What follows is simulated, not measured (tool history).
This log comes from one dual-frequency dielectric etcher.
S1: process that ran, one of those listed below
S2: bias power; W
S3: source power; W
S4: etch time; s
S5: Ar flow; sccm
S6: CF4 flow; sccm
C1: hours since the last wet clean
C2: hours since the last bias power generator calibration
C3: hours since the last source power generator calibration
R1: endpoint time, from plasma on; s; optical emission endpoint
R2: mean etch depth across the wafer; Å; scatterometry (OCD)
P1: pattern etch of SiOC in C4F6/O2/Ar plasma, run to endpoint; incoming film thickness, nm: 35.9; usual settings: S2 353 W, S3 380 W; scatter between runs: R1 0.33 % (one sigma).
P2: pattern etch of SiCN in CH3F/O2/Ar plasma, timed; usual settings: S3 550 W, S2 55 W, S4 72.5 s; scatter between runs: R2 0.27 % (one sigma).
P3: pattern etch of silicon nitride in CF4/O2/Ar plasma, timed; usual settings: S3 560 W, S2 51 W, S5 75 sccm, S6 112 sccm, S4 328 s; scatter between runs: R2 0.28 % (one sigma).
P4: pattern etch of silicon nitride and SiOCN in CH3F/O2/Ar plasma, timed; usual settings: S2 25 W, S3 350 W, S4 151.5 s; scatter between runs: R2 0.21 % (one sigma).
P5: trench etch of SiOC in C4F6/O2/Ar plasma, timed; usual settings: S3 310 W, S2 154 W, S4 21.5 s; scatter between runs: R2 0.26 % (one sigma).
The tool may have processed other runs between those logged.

run	day	S1	S2	S3	S4	S5	S6	C1	C2	C3	R1	R2
1	0.371	P1	353	380				328.5	713.5	1599.9	13.856	
2	0.746	P2	55	550	40			337.5	722.5	1608.9		153.62
3	1.271	P3	51	560	328	75	112	350.1	735.1	1621.5		7350.5
4	1.562	P2	71	550	72.5			357.1	742.1	1628.5		301.51
5	1.904	P1	353	380				365.3	750.3	1636.7	13.971	
6	2.254	P4	25	350	151.5			373.7	758.7	1645.1		208.21
7	2.629	P2	55	550	72.5			382.7	767.7	1654.1		277.8
8	3.021	P1	295	540				392.1	777.1	1663.5	12.897	
9	3.433	P1	353	220				402	787	1673.4	17.143	
10	3.879	P3	51	560	220	75	112	412.7	797.7	1684.1		4920.3
11	4.383	P2	55	350	72.5			424.8	809.8	1696.2		232.9
12	4.633	P5	191	310	21.5			430.8	815.8	1702.2		423.4
13	5.008	P2	55	550	72.5			439.8	824.8	1711.2		277.58
14	5.308	P1	439	380				447	832	1718.4	12.799	
15	5.788	P3	51	450	328	75	112	458.5	843.5	1729.9		6045.8
16	6.279	P3	51	560	328	75	142	470.3	855.3	1741.7		7527.8
17	6.592	P4	16	350	151.5			477.8	862.8	1749.2		170.42
18	7.112	P1	460	220				490.3	875.3	1761.7	15.412	
19	7.467	P4	25	350	151.5			498.8	883.8	1770.2		207.91
20	7.833	P4	25	230	151.5			507.6	892.6	1779		180.77
21	8.1	P1	265	380				514	899	1785.4	15.366	
22	8.433	P3	51	560	328	44	112	522	907	1793.4		7699
23	8.717	P1	353	380				528.8	913.8	1800.2	13.938	
24	9.246	P1	353	380				541.5	926.5	1812.9	13.983	
25	9.746	P4	25	350	195			553.5	938.5	1824.9		268.09
26	10.162	P1	353	480				563.5	948.5	1834.9	12.784	
# day 10.529: wet clean of the chamber
27	10.642	P5	154	310	21.5			2.7	960	1846.4		393.17
28	11.129	P1	353	380				14.4	971.7	1858.1	14.009	
29	11.625	P5	154	310	32.5			26.3	983.6	1870		594.05
30	12.058	P1	431	280				36.7	994	1880.4	14.369	
31	12.429	P3	73	560	328	75	112	45.6	1002.9	1889.3		8358.6
32	12.858	P5	154	370	21.5			55.9	1013.2	1899.6		420.34
33	13.175	P1	353	380				63.5	1020.8	1907.2	13.94	
34	13.533	P1	353	380				72.1	1029.4	1915.8	13.85	
35	13.829	P1	353	380				79.2	1036.5	1922.9	13.838	
36	14.333	P1	353	380				91.3	1048.6	1935	13.763	
37	14.704	P1	353	380				100.2	1057.5	1943.9	13.804	
# day 14.804: wet clean of the chamber
38	14.979	P1	353	380				4.3	1064.1	1950.5	13.657	
39	15.296	P1	353	380				11.9	1071.7	1958.1	13.642	
40	15.729	P1	353	380				22.3	1082.1	1968.5	13.699	

Something has made what P1 gives creep away from where it was; the 2 causes below, each at its own stated size, fit the log equally well:
A: bias power that arrives over what is set, % = 4.79
B: source power that arrives over what is set, % = 4.54
Onset of the creep was near day 13.175.
Ruled out, with reasons:
chamber walls in a state that raises the etch rate, %: maintenance at day 14.804, after the shift began, did not return the process to its former output

Consider the 4 single-wafer check runs listed below, results given as question marks: which one distinguishes between the causes by giving clearly different results for each?
check 1	16.162	P3	72	560	328	75	131					?
check 2	16.162	P4	20	350	194.5							?
check 3	16.162	P2	55	410	41							?
check 4	16.162	P5	154	370	32							?

Predicted outcomes, by check and by cause:
check	result	if A	if B
check 1	R2	8585.8	8768.2
check 2	R2	246.46	245.17
check 3	R2	142.31	142.52
check 4	R2	636.54	638.42
Smallest distance between any two causes, each pair judged by its most separating result, in per cent: check 1 2.1 %; check 2 0.52 %; check 3 0.14 %; check 4 0.3 %
Check 1 is the one run that separates the causes; every other check would come out nearly the same whichever cause is at work.

Here is what check 1 returned: R2 8569.9 Å. Which cause is it?

It was cause A: bias power that arrives over what is set, %.
